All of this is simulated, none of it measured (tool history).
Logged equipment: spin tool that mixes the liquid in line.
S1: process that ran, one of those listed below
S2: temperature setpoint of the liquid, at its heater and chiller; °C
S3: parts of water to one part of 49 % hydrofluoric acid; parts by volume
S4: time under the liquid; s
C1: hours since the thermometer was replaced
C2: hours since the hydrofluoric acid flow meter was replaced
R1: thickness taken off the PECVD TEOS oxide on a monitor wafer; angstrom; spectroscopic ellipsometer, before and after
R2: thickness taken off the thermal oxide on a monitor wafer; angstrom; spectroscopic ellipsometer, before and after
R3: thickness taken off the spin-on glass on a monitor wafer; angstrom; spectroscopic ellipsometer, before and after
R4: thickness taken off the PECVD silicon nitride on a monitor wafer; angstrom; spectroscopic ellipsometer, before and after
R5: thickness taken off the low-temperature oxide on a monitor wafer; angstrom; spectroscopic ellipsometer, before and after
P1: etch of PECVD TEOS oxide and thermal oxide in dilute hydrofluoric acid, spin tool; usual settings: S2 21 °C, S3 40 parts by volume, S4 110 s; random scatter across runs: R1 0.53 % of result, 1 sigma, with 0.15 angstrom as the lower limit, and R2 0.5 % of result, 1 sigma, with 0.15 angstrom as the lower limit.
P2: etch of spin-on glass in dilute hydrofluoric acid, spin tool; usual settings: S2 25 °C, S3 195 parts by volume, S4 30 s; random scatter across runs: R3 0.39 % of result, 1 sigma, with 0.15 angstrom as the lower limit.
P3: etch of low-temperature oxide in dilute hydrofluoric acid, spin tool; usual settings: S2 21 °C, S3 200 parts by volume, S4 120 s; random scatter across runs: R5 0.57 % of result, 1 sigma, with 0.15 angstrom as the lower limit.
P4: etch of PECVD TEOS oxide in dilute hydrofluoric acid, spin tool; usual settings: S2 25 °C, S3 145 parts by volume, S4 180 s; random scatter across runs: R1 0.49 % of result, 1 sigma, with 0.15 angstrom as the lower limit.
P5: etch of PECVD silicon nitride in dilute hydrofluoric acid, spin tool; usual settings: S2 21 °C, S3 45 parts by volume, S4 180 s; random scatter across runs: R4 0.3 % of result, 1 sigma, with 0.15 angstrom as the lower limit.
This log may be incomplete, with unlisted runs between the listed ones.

{"run": 1, "hour": 8.1, "S1": "P1", "S2": 21, "S3": 40, "S4": 110, "C1": 475.8, "C2": 823.9, "R1": 292.89, "R2": 118.61}
{"run": 2, "hour": 25.6, "S1": "P2", "S2": 29, "S3": 195, "S4": 30, "C1": 493.3, "C2": 841.4, "R3": 68.298}
{"run": 3, "hour": 34.7, "S1": "P1", "S2": 21, "S3": 40, "S4": 110, "C1": 502.4, "C2": 850.5, "R1": 293.4, "R2": 117.04}
{"run": 4, "hour": 52.3, "S1": "P5", "S2": 21, "S3": 45, "S4": 180, "C1": 520, "C2": 868.1, "R4": 186.2}
{"run": 5, "hour": 69.1, "S1": "P5", "S2": 28.5, "S3": 45, "S4": 180, "C1": 536.8, "C2": 884.9, "R4": 310.07}
{"run": 6, "hour": 84.9, "S1": "P4", "S2": 20, "S3": 145, "S4": 180, "C1": 552.6, "C2": 900.7, "R1": 189.03}
{"run": 7, "hour": 95.0, "S1": "P1", "S2": 21, "S3": 40, "S4": 35, "C1": 562.7, "C2": 910.8, "R1": 93.434, "R2": 38.094}
{"run": 8, "hour": 108.6, "S1": "P4", "S2": 25, "S3": 55, "S4": 180, "C1": 576.3, "C2": 924.4, "R1": 675.13}
{"run": 9, "hour": 117.8, "S1": "P1", "S2": 21, "S3": 40, "S4": 110, "C1": 585.5, "C2": 933.6, "R1": 290.55, "R2": 118.97}
{"run": 10, "hour": 132.5, "S1": "P1", "S2": 21, "S3": 40, "S4": 110, "C1": 600.2, "C2": 948.3, "R1": 291.94, "R2": 118.67}
{"run": 11, "hour": 150.3, "S1": "P2", "S2": 25, "S3": 195, "S4": 30, "C1": 618, "C2": 966.1, "R3": 59.561}
{"run": 12, "hour": 161.4, "S1": "P1", "S2": 26.5, "S3": 40, "S4": 110, "C1": 629.1, "C2": 977.2, "R1": 371.07, "R2": 148.55}
{"run": 13, "hour": 172.0, "S1": "P3", "S2": 27.5, "S3": 200, "S4": 120, "C1": 639.7, "C2": 987.8, "R5": 217.88}
{"run": 14, "hour": 187.0, "S1": "P4", "S2": 25, "S3": 145, "S4": 180, "C1": 654.7, "C2": 1002.8, "R1": 229.97}
{"run": 15, "hour": 204.3, "S1": "P1", "S2": 21, "S3": 40, "S4": 185, "C1": 672, "C2": 1020.1, "R1": 489.56, "R2": 201.17}
{"run": 16, "hour": 215.9, "S1": "P2", "S2": 25, "S3": 195, "S4": 30, "C1": 683.6, "C2": 1031.7, "R3": 59.164}
{"hour": 225.5, "done": "thermometer replaced"}
{"run": 17, "hour": 227.3, "S1": "P2", "S2": 25, "S3": 30, "S4": 30, "C1": 1.8, "C2": 1043.1, "R3": 471.63}
{"run": 18, "hour": 237.4, "S1": "P1", "S2": 21, "S3": 75, "S4": 110, "C1": 11.9, "C2": 1053.2, "R1": 149.09, "R2": 60.175}
{"run": 19, "hour": 246.4, "S1": "P1", "S2": 21, "S3": 40, "S4": 110, "C1": 20.9, "C2": 1062.2, "R1": 291.31, "R2": 118.52}
{"run": 20, "hour": 255.2, "S1": "P3", "S2": 21, "S3": 200, "S4": 195, "C1": 29.7, "C2": 1071, "R5": 278.32}
{"run": 21, "hour": 267.3, "S1": "P1", "S2": 17, "S3": 40, "S4": 110, "C1": 41.8, "C2": 1083.1, "R1": 246.23, "R2": 98.683}
{"hour": 274.3, "done": "hydrofluoric acid flow meter replaced"}
{"run": 22, "hour": 279.9, "S1": "P3", "S2": 21, "S3": 200, "S4": 120, "C1": 54.4, "C2": 5.6, "R5": 171.15}
{"run": 23, "hour": 288.2, "S1": "P3", "S2": 21, "S3": 65, "S4": 120, "C1": 62.7, "C2": 13.9, "R5": 611.72}

Run 24 has not been measured yet. What should we expect?
{"run": 24, "hour": 299.0, "S1": "P5", "S2": 21, "S3": 20, "S4": 180, "C1": 73.5, "C2": 24.7, "R4": "?"}

Run 24 yielded R4 409.6 angstrom.
